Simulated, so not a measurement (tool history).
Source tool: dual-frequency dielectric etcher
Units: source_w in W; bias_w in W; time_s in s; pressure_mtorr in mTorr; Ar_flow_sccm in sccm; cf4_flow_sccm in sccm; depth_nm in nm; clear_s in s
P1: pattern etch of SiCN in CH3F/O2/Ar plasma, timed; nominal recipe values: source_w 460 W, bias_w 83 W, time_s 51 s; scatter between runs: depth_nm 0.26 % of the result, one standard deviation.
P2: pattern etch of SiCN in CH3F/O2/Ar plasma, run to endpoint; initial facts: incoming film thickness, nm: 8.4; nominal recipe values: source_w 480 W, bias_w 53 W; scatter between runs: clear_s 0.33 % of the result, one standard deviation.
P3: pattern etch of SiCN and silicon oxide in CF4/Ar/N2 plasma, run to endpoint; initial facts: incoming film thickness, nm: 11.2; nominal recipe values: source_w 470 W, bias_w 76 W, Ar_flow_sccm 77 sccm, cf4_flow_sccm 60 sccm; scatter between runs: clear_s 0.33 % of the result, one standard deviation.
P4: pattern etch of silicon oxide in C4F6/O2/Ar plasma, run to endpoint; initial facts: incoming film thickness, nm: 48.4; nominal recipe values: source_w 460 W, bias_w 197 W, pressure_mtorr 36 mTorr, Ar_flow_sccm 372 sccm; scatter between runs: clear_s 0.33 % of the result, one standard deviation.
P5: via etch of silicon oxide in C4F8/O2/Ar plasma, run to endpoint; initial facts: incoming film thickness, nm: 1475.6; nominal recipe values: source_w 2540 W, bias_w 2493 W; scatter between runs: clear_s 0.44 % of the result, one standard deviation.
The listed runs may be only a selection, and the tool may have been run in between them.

run	hour	process	source_w	bias_w	time_s	pressure_mtorr	Ar_flow_sccm	cf4_flow_sccm	hours since the last wet clean	hours since the last source power generator calibration	hours since the last bias power generator calibration	depth_nm	clear_s
1	15.3	P1	460	83	51				82.8	2128.1	1661.8	21.842	
2	25.9	P1	570	115	51				93.4	2138.7	1672.4	26.728	
3	35.1	P5	2540	2493					102.6	2147.9	1681.6		252.36
4	51.6	P4	460	197		36	500		119.1	2164.4	1698.1		15.756
5	67.5	P1	280	114	51				135	2180.3	1714	20.45	
6	79.6	P3	470	93			77	60	147.1	2192.4	1726.1		11.043
7	93.1	P2	480	73					160.6	2205.9	1739.6		20.685
8	106.8	P3	470	76			77	78	174.3	2219.6	1753.3		11.549
9	119.8	P5	2540	1670					187.3	2232.6	1766.3		284.71
10	131.7	P1	460	83	51				199.2	2244.5	1778.2	21.757	
11	141.2	P1	460	83	51				208.7	2254	1787.7	21.784	
12	157.7	P3	330	76			77	60	225.2	2270.5	1804.2		16.293
13	175	P1	330	83	51				242.5	2287.8	1821.5	19.286	
14	186.6	P2	660	53					254.1	2299.4	1833.1		20.213
15	200.5	P3	470	76			77	60	268	2313.3	1847		11.955
16	209.4	P2	480	53					276.9	2322.2	1855.9		22.913
17	225.3	P1	460	83	51				292.8	2338.1	1871.8	21.898	
18	243.3	P5	3340	2493					310.8	2356.1	1889.8		227.39
19	262.3	P4	660	197		36	372		329.8	2375.1	1908.8		13.239
20	280.9	P2	480	53					348.4	2393.7	1927.4		22.839
21	296.1	P4	460	197		36	372		363.6	2408.9	1942.6		15.164
22	312.3	P4	460	197		36	372		379.8	2425.1	1958.8		15.179
23	330.2	P1	460	65	51				397.7	2443	1976.7	20.124	
24	338.7	P1	460	83	65.5				406.2	2451.5	1985.2	27.974	
25	347.2	P1	570	83	51				414.7	2460	1993.7	23.532	
26	357.9	P1	460	102	51				425.4	2470.7	2004.4	23.528	
27	369.6	P1	460	83	34				437.1	2482.4	2016.1	14.591	
28	379.4	P1	460	83	51				446.9	2492.2	2025.9	21.759	
29	388.4	P5	2540	2493					455.9	2501.2	2034.9		252.09
30	398.5	P4	460	197		50	372		466	2511.3	2045		15.8
31	415.1	P4	460	133		36	372		482.6	2527.9	2061.6		17.179
32	429.8	P1	580	83	31.5				497.3	2542.6	2076.3	14.73	
33	441.4	P3	470	76			47	60	508.9	2554.2	2087.9		11.167
34	451.3	P1	460	83	51				518.8	2564.1	2097.8	21.869	
35	470	P1	460	83	51				537.5	2582.8	2116.5	21.58	
36	487.8	P1	460	83	51				555.3	2600.6	2134.3	21.65	
37	502.2	P1	460	83	51				569.7	2615	2148.7	21.588	
# hour 518.2: wet clean of the chamber
38	520.9	P1	460	83	51				2.8	2633.7	2167.4	21.537	
39	538.2	P1	460	83	51				20.1	2651	2184.7	21.546	
40	551.5	P1	460	83	51				33.4	2664.3	2198	21.561	
41	560.3	P1	460	83	51				42.2	2673.1	2206.8	21.521	

Something has made what P1 gives creep away from where it was; the 2 causes below, each at its own stated size, fit the log equally well:
A: source power that arrives under what is set, % = 3.92
B: bias power that arrives under what is set, % = 4.08
The onset of the drift is placed at about hour 451.3.
Other possible causes, and why each is ruled out:
chamber walls in a state that lowers the etch rate, %: work on it at hour 518.2, done after the drift set in, did not restore what the process gave before

The 4 check runs listed below each average the results of 2 wafers, and their outcomes are marked with question marks. Under which run would the listed causes produce clearly different results?
check 1	569.1	P4	610	151		36	372						?
check 2	569.1	P5	3280	1755									?
check 3	569.1	P2	480	68									?
check 4	569.1	P3	470	76			49	60					?

If the cause were each of the candidates in turn, the checks would give the following:
check	result	if A	if B
check 1	clear_s	14.974	14.918
check 2	clear_s	255.32	253.99
check 3	clear_s	21.422	21.403
check 4	clear_s	11.641	11.382
Per check, the gap between the least separated pair of causes, taken in the result that splits them most: check 1 0.38 %; check 2 0.52 %; check 3 0.09 %; check 4 2.25 %
Only check 4 tells the causes apart: in the others they would give nearly the same result.

With check 4 done, the readings were: clear_s 11.652 s. Identify which of the listed causes applies.

The cause is A: source power that arrives under what is set, %.
